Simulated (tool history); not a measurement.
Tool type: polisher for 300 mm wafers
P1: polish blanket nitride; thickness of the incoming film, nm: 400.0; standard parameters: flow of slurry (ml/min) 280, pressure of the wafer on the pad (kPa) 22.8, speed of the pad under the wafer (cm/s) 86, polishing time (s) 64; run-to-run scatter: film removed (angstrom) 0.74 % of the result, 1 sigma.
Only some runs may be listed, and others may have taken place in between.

run,hour,flow of slurry (ml/min),pressure of the wafer on the pad (kPa),speed of the pad under the wafer (cm/s),polishing time (s),wafers polished on this pad,hours since the slurry nozzle was cleaned,hours since the head pressure was calibrated,film removed (angstrom)
1,13.7,280,22.8,86,64,347,456.6,446.7,1027.9
2,24.2,280,22.8,134,64,431,467.1,457.2,1466.8
3,35.1,280,10.3,86,64,518,478,468.1,465.28
# hour 41.1: worn pad replaced by a new one
4,42.5,280,22.8,86,64,11,485.4,475.5,1032.1
5,54.9,280,22.8,42,64,110,497.8,487.9,585.57
6,65.1,280,22.8,86,98,192,508,498.1,1566.8
7,77.4,280,22.8,86,64,290,520.3,510.4,1034.7
8,89,280,15.9,86,33,383,531.9,522,367.01
9,98.9,280,22.8,86,64,462,541.8,531.9,1029.2
10,110.8,420,22.8,86,64,558,553.7,543.8,1072.3
11,121.2,280,22.8,86,64,641,564.1,554.2,1023.8
12,130.1,280,36.5,86,64,712,573,563.1,1633.5
13,142.5,280,22.8,86,34,811,585.4,575.5,539.3
14,150.4,170,22.8,86,64,875,593.3,583.4,959.44
15,158.4,280,22.8,86,64,939,601.3,591.4,1019.1
16,168.6,280,22.8,86,64,1020,611.5,601.6,1032.4
17,182.2,280,22.8,86,64,1129,625.1,615.2,990.39
18,190.8,280,22.8,86,64,1198,633.7,623.8,981.38
19,206,280,22.8,86,64,1320,648.9,639,984.32
20,220.7,280,22.8,86,64,1437,663.6,653.7,985.76
21,228.5,280,22.8,86,64,1500,671.4,661.5,981.44
# hour 235.6: worn pad replaced by a new one
22,243.8,280,22.8,86,64,65,686.7,676.8,971.57
23,259,280,22.8,86,64,187,701.9,692,973.24

P1 no longer gives what it gave before; its output has crept away from where it was. The following 2 causes, each at its listed size, fit the log equally well:
A: slurry flow missing at the pad, % = 33.3
B: head's pressure below its setpoint, % = 4.67
The process output started creeping at around hour 168.6.
Ruled out, with reasons:
removal rate lost through wear of the pad, %: serviced at hour 235.6, which brought nothing back

You are offered 4 check runs, listed below with question marks in place of their results; each one averages 5 wafers. Which run separates the listed causes by giving clearly different results for each?
check 1,274.2,280,35.2,134,64,,,,?
check 2,274.2,280,15.9,86,64,,,,?
check 3,274.2,170,22.8,86,64,,,,?
check 4,274.2,280,12.4,86,46,,,,?

If the cause were each of the candidates in turn, the checks would give the following:
check,result,if A,if B
check 1,film removed (angstrom),2152.1,2152.4
check 2,film removed (angstrom),680.68,680.76
check 3,film removed (angstrom),892.27,918.07
check 4,film removed (angstrom),382.88,382.93
Per check, the gap between the least separated pair of causes, taken in the result that splits them most: check 1 0.01 %; check 2 0.01 %; check 3 2.85 %; check 4 0.01 %
Only check 3 tells the causes apart: in the others they would give nearly the same result.

Check 3 has now been run. It gave: film removed (angstrom) 920.29. Which of the candidate causes is it?

B is the cause: head's pressure below its setpoint, %.

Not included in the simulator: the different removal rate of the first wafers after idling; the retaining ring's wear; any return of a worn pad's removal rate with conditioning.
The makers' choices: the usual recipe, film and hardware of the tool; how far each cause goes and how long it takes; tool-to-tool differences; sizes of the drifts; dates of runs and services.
